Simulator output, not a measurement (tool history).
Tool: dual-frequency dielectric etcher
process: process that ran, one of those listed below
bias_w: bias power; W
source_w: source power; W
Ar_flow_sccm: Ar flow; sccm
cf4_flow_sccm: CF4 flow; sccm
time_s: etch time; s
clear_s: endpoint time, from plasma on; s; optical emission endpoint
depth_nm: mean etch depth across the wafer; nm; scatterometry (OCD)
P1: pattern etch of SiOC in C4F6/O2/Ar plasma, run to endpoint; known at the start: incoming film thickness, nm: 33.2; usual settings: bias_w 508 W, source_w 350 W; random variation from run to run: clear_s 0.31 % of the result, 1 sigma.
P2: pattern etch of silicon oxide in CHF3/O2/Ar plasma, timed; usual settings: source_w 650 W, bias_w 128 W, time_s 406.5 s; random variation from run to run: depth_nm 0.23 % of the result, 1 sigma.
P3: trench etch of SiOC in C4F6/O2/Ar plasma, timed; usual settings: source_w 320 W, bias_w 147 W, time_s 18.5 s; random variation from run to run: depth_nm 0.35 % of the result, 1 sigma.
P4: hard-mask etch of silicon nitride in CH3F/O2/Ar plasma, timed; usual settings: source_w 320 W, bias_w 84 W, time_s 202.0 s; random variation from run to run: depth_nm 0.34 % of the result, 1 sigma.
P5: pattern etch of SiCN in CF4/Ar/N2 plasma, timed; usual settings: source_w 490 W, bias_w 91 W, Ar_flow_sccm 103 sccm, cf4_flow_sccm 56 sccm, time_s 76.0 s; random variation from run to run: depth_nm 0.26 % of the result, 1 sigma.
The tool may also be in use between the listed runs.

run   hour  process  bias_w  source_w  Ar_flow_sccm  cf4_flow_sccm  time_s  clear_s  depth_nm
  1    3.6       P1     508       350                                        11.363
  2    9.6       P1     508       350                                        11.448
  3   14.4       P5      91       490           103             56    76.0             73.390
  4   18.6       P2     128       520                                406.5            672.430
  5   23.1       P3     147       320                                 26.0             45.473
  6   26.7       P3     109       320                                 18.5             29.578
  7   30.0       P1     508       260                                        12.651
  8   33.9       P5     127       490           103             56    76.0             82.842
  9   36.8       P2     128       650                                608.0           1095.000
 10   41.0       P1     508       350                                        11.362
 11   44.8       P4      84       390                                202.0            145.550
 12   49.0       P2     128       650                                406.5            734.640
 13   53.5       P3     147       320                                 18.5             32.503
 14   58.3       P5      91       330           103             56    76.0             51.850
 15   62.1       P1     652       350                                        10.342
 16   66.4       P3     147       250                                 18.5             29.552
 17   72.1       P1     508       450                                        10.313
 18   75.2       P5      91       490           138             56    76.0             70.097
 19   79.3       P4      84       320                                251.5            168.930
 20   84.0       P1     409       470                                        11.052
 21   88.8       P5      91       490           103             70    76.0             75.578
 22   95.0       P1     371       350                                        12.656
      99.5  -- wet clean of the chamber
 23  100.6       P1     508       350                                        11.328
 24  104.1       P5      91       490           103             56    76.0             73.440
 25  109.8       P5      91       490           103             56   112.5            107.560
 26  114.8       P2     128       650                                406.5            733.810
 27  117.8       P2      85       650                                406.5            648.290
 28  123.7       P4     111       320                                202.0            148.790
 29  129.1       P4      84       320                                202.0            135.280
 30  133.7       P1     508       350                                        11.323
 31  140.0       P1     508       350                                        11.300
 32  146.2       P1     508       350                                        11.314
 33  151.3       P1     508       350                                        11.321
 34  154.7       P1     508       350                                        11.233
 35  160.6       P1     508       350                                        11.183
 36  164.3       P1     508       350                                        11.245
 37  169.5       P1     508       350                                        11.207
     174.8  -- wet clean of the chamber
 38  175.1       P1     508       350                                        11.220
 39  181.3       P1     508       350                                        11.151
 40  186.9       P1     508       350                                        11.132
 41  192.7       P1     508       350                                        11.244

What P1 gives has crept away from where it was. These 2 causes fit the log equally well, each at the size given:
A: source power that arrives over what is set, % = 4.38
B: bias power that arrives over what is set, % = 4.26
The creep began at about hour 133.7.
Why every other cause is out:
chamber walls in a state that raises the etch rate, %: serviced at hour 174.8, which brought nothing back

4 check runs are offered, one wafer each, their results left as question marks. Which one tells the causes apart?
check 1  198.5       P4      84       320                                202.0                  ?
check 2  198.5       P5      91       490           103             56    76.0                  ?
check 3  198.5       P2     128       650                                406.5                  ?
check 4  198.5       P3     147       320                                 18.5                  ?

What each check would give under each cause:
  check    result     if A     if B
check 1  depth_nm  136.770  136.640
check 2  depth_nm   75.844   74.224
check 3  depth_nm  744.540  741.720
check 4  depth_nm   32.917   32.788
How far apart the two closest causes lie, in the result that separates them most: check 1 0.09 %; check 2 2.16 %; check 3 0.38 %; check 4 0.39 %
Only check 2 tells the causes apart: in the others they would give nearly the same result.

Check 2 was then run and gave: depth_nm 74.206 nm. Which cause is it?

It is B: bias power that arrives over what is set, %.

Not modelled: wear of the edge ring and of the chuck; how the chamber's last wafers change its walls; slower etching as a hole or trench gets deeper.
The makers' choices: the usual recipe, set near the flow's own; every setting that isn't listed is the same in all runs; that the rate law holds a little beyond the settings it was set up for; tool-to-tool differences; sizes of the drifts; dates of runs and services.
